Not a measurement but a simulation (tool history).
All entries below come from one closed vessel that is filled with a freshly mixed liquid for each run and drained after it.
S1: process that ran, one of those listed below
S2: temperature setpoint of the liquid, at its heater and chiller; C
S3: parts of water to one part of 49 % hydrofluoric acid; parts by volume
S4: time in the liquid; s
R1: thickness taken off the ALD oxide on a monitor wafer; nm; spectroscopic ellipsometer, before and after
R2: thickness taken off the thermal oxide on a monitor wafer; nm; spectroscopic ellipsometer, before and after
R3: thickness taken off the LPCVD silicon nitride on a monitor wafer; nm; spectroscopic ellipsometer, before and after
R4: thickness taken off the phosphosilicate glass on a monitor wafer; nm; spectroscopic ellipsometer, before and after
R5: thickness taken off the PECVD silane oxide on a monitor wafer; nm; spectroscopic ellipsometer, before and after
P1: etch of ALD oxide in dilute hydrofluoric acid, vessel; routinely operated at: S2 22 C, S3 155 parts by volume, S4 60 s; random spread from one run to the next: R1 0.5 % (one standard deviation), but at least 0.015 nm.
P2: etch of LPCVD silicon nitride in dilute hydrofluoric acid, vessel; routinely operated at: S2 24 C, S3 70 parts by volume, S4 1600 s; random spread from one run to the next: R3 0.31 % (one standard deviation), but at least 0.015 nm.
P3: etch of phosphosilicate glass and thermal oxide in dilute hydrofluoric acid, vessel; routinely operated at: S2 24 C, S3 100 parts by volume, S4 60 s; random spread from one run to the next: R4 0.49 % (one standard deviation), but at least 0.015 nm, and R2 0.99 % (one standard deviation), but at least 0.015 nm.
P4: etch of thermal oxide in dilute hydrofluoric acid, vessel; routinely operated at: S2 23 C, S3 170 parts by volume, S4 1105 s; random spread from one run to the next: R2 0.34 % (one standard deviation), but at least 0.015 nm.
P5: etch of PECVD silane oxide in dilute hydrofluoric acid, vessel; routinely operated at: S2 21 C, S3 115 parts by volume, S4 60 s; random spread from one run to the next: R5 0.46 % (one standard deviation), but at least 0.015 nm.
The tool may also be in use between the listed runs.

run	hour	S1	S2	S3	S4	R1	R2	R3	R4	R5
1	9.5	P1	22	155	60	11.126				
2	20.4	P4	30.5	170	1105		32.985			
3	33.1	P1	22	55	30	17.417				
4	42.9	P2	24	70	2700			16.81		
5	50.1	P1	22	65	60	29.729				
6	61.9	P1	22	215	60	7.5021				
7	73.5	P1	22	155	60	11.164				
8	84.6	P1	29.5	155	60	14.846				
# hour 94.9: hydrofluoric acid flow meter replaced
9	95.8	P1	22	75	90	37.547				
10	104.5	P1	22	155	90	16.592				
11	112.7	P3	24	100	30		1.4239		23.301	
12	122.5	P2	17.5	70	1600			6.3738		
13	129.4	P1	17	155	60	9.145				
14	141.6	P4	23	170	1845		41.788			
15	151.9	P2	24	70	1600			9.9368		
16	157.6	P5	21	115	60					23.317
17	168.9	P4	23	170	1105		25.074			
18	180.4	P5	17	115	60					19.839
19	186.1	P4	23	40	1105		125			
20	197.7	P2	24	45	1600			15.416		
21	207.9	P1	22	155	60	11.249				
22	217.6	P1	22	155	30	5.5752				
23	229.9	P3	24	100	60		2.8905		46.766	
24	236.1	P5	21	210	60					11.508
25	248.2	P1	22	155	60	11.087				
26	254.8	P5	21	115	30					11.736
27	265.5	P5	21	115	60					23.442
28	277.2	P3	19	100	60		2.2956		37.971	
29	286.6	P1	30	280	60	7.164				
30	296.4	P3	24	145	60		1.8569		30.457	
31	308	P1	22	155	60	11.02				
32	320	P1	22	155	60	11.568				
33	330.1	P1	22	155	60	11.615				
34	339.8	P1	22	155	60	11.667				
35	345.4	P1	22	155	60	11.638				
36	354.7	P1	22	155	60	11.675				
37	365.3	P1	22	155	60	11.706				
38	373.9	P1	22	155	60	11.78				

P1 no longer gives what it gave before; its output has crept away from where it was. The following 2 causes, each at its listed size, fit the log equally well:
A: hydrofluoric acid flow above the setpoint (%) = 4.86
B: liquid hotter than its thermometer reads (K) = 1.44
Onset of the creep was near hour 308.

Question marks stand in for the results of the 4 check runs listed below, each run on one wafer. Under which run would the listed causes show clearly different results?
check 1	382.5	P4	30.5	170	1105		?			
check 2	382.5	P5	21	175	60					?
check 3	382.5	P2	24	45	2570			?		
check 4	382.5	P3	21	100	30		?		?	

Expected result of each check under each candidate cause:
check	result	if A	if B
check 1	R2	34.966	34.708
check 2	R5	15.204	15.198
check 3	R3	25.929	27.269
check 4	R2	1.3184	1.3257
check 4	R4	21.795	21.916
Distance between the nearest two causes, measured in the result of the check that separates them most: check 1 0.74 %; check 2 0.04 %; check 3 5.04 %; check 4 0.55 %
Of the check runs offered, only check 3 discriminates between the causes; the rest would read about the same regardless of which cause applies.

Check 3 was then run and gave: R3 26.03 nm. Which cause is it?

The correct cause is A, namely: hydrofluoric acid flow above the setpoint (%).

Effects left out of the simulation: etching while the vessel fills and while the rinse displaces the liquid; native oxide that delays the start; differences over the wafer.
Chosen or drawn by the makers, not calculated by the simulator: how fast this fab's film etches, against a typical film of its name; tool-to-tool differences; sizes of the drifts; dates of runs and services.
